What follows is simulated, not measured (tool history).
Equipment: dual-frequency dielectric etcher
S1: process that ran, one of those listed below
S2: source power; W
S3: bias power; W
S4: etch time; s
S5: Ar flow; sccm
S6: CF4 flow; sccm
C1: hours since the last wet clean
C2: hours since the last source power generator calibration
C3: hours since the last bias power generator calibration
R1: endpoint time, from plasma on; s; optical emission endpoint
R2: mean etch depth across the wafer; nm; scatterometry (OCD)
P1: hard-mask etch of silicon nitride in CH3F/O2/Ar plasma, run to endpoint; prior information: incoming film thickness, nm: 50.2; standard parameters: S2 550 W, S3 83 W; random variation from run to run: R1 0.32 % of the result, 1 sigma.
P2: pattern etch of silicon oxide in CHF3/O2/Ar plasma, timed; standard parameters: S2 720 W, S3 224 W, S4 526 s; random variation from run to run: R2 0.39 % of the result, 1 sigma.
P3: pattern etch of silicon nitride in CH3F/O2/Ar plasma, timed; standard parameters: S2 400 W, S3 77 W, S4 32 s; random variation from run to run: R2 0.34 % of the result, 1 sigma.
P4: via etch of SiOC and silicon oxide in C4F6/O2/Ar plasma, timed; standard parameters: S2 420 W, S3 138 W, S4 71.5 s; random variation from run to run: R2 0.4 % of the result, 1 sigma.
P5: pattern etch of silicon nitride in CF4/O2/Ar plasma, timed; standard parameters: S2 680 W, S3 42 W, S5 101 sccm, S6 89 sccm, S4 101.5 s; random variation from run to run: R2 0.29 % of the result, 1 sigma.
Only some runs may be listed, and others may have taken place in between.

| run | hour | S1 | S2 | S3 | S4 | S5 | S6 | C1 | C2 | C3 | R1 | R2 |
|---|---|---|---|---|---|---|---|---|---|---|---|---|
| 1 | 6.1 | P1 | 550 | 83 |  |  |  | 185.6 | 2240.2 | 1329.2 | 62.554 |  |
| 2 | 15.3 | P2 | 720 | 297 | 526 |  |  | 194.8 | 2249.4 | 1338.4 |  | 1310.5 |
| 3 | 25.4 | P1 | 550 | 83 |  |  |  | 204.9 | 2259.5 | 1348.5 | 62.854 |  |
| 4 | 33.1 | P5 | 680 | 54 | 101.5 | 101 | 89 | 212.6 | 2267.2 | 1356.2 |  | 265.49 |
| 5 | 41.2 | P1 | 550 | 68 |  |  |  | 220.7 | 2275.3 | 1364.3 | 67.473 |  |
| 6 | 46.2 | P2 | 720 | 224 | 714 |  |  | 225.7 | 2280.3 | 1369.3 |  | 1601.6 |
| 7 | 54.7 | P5 | 680 | 42 | 101.5 | 101 | 106 | 234.2 | 2288.8 | 1377.8 |  | 246.95 |
| 8 | 61.6 | P5 | 680 | 42 | 101.5 | 142 | 89 | 241.1 | 2295.7 | 1384.7 |  | 227.75 |
| 9 | 67.8 | P3 | 400 | 77 | 23.5 |  |  | 247.3 | 2301.9 | 1390.9 |  | 17.859 |
| 10 | 74.5 | P3 | 400 | 77 | 32 |  |  | 254 | 2308.6 | 1397.6 |  | 24.385 |
| 11 | 83.4 | P3 | 530 | 77 | 32 |  |  | 262.9 | 2317.5 | 1406.5 |  | 26.993 |
| 12 | 93.1 | P4 | 420 | 86 | 71.5 |  |  | 272.6 | 2327.2 | 1416.2 |  | 63.994 |
| 13 | 98.2 | P4 | 420 | 138 | 71.5 |  |  | 277.7 | 2332.3 | 1421.3 |  | 73.31 |
| 14 | 105.2 | P2 | 720 | 224 | 526 |  |  | 284.7 | 2339.3 | 1428.3 |  | 1175.5 |
| 15 | 111.5 | P5 | 680 | 42 | 101.5 | 101 | 89 | 291 | 2345.6 | 1434.6 |  | 241.39 |
| 16 | 117.4 | P4 | 420 | 138 | 40.5 |  |  | 296.9 | 2351.5 | 1440.5 |  | 41.921 |
| 17 | 127.4 | P1 | 760 | 83 |  |  |  | 306.9 | 2361.5 | 1450.5 | 55.53 |  |
| 18 | 132.9 | P1 | 550 | 103 |  |  |  | 312.4 | 2367 | 1456 | 58.592 |  |
| 19 | 142.2 | P4 | 420 | 138 | 71.5 |  |  | 321.7 | 2376.3 | 1465.3 |  | 73.442 |
| 20 | 147.4 | P1 | 550 | 83 |  |  |  | 326.9 | 2381.5 | 1470.5 | 62.501 |  |
| 21 | 157.3 | P1 | 550 | 83 |  |  |  | 336.8 | 2391.4 | 1480.4 | 62.642 |  |
| 22 | 164.4 | P4 | 510 | 138 | 71.5 |  |  | 343.9 | 2398.5 | 1487.5 |  | 79.35 |
| 23 | 172.9 | P3 | 400 | 91 | 32 |  |  | 352.4 | 2407 | 1496 |  | 25.858 |
| 24 | 181.5 | P1 | 380 | 60 |  |  |  | 361 | 2415.6 | 1504.6 | 80.826 |  |
| 25 | 189.2 | P2 | 920 | 224 | 526 |  |  | 368.7 | 2423.3 | 1512.3 |  | 1290.2 |
| 26 | 194.1 | P2 | 720 | 224 | 526 |  |  | 373.6 | 2428.2 | 1517.2 |  | 1175.8 |
| 27 | 203.2 | P1 | 550 | 83 |  |  |  | 382.7 | 2437.3 | 1526.3 | 62.821 |  |
| 28 | 210.7 | P5 | 680 | 42 | 101.5 | 101 | 89 | 390.2 | 2444.8 | 1533.8 |  | 242.13 |
| 29 | 217 | P1 | 770 | 61 |  |  |  | 396.5 | 2451.1 | 1540.1 | 60.997 |  |
| 30 | 223 | P5 | 860 | 42 | 101.5 | 101 | 89 | 402.5 | 2457.1 | 1546.1 |  | 296.08 |
| 31 | 229 | P5 | 680 | 42 | 131 | 101 | 89 | 408.5 | 2463.1 | 1552.1 |  | 310.49 |
| 32 | 234.2 | P1 | 390 | 83 |  |  |  | 413.7 | 2468.3 | 1557.3 | 71.14 |  |
| 33 | 238.8 | P1 | 770 | 66 |  |  |  | 418.3 | 2472.9 | 1561.9 | 59.462 |  |
| 34 | 246.7 | P3 | 400 | 77 | 32 |  |  | 426.2 | 2480.8 | 1569.8 |  | 24.398 |
| 35 | 251.6 | P1 | 550 | 83 |  |  |  | 431.1 | 2485.7 | 1574.7 | 63.101 |  |
| 36 | 256.3 | P1 | 550 | 83 |  |  |  | 435.8 | 2490.4 | 1579.4 | 63.261 |  |
| 37 | 260.9 | P1 | 550 | 83 |  |  |  | 440.4 | 2495 | 1584 | 62.326 |  |
| 38 | 268.3 | P1 | 550 | 83 |  |  |  | 447.8 | 2502.4 | 1591.4 | 62.225 |  |
| 39 | 276.4 | P1 | 550 | 83 |  |  |  | 455.9 | 2510.5 | 1599.5 | 62.15 |  |
| 40 | 285.8 | P1 | 550 | 83 |  |  |  | 465.3 | 2519.9 | 1608.9 | 61.885 |  |
| 41 | 294.2 | P1 | 550 | 83 |  |  |  | 473.7 | 2528.3 | 1617.3 | 61.586 |  |
| 42 | 303.3 | P1 | 550 | 83 |  |  |  | 482.8 | 2537.4 | 1626.4 | 61.606 |  |
|  | 304.8 | wet clean of the chamber |
| 43 | 312.4 | P1 | 550 | 83 |  |  |  | 7.6 | 2546.5 | 1635.5 | 61.748 |  |
| 44 | 321 | P1 | 550 | 83 |  |  |  | 16.2 | 2555.1 | 1644.1 | 61.774 |  |

What P1 gives has crept away from where it was. These 2 causes fit the log equally well, each at the size given:
A: source power that arrives over what is set, % = 4.32
B: bias power that arrives over what is set, % = 4.73
The drift started at roughly hour 256.3.
Excluded causes, each with its reason:
chamber walls in a state that raises the etch rate, %: serviced after onset, at hour 304.8, with no recovery of the prior output

Consider the 4 single-wafer check runs listed below, results given as question marks: which one distinguishes between the causes by giving clearly different results for each?
| check 1 | 329.6 | P4 | 420 | 138 | 71.5 |  |  |  |  |  |  | ? |
| check 2 | 329.6 | P5 | 680 | 42 | 101.5 | 101 | 89 |  |  |  |  | ? |
| check 3 | 329.6 | P2 | 720 | 224 | 526 |  |  |  |  |  |  | ? |
| check 4 | 329.6 | P3 | 400 | 77 | 32 |  |  |  |  |  |  | ? |

Expected result of each check under each candidate cause:
| check | result | if A | if B |
|---|---|---|---|
| check 1 | R2 | 74.577 | 74.381 |
| check 2 | R2 | 250.43 | 245.35 |
| check 3 | R2 | 1198.3 | 1198.4 |
| check 4 | R2 | 24.76 | 24.764 |
Gap, in per cent, between the two causes that each check separates least, read from the result that separates them most: check 1 0.26 %; check 2 2.05 %; check 3 0 %; check 4 0.02 %
Check 2 tells the causes apart: in the others they would give nearly the same result.

With check 2 done, the readings were: R2 251.21 nm. Identify which of the listed causes applies.

Of the candidate causes, it is A: source power that arrives over what is set, %.
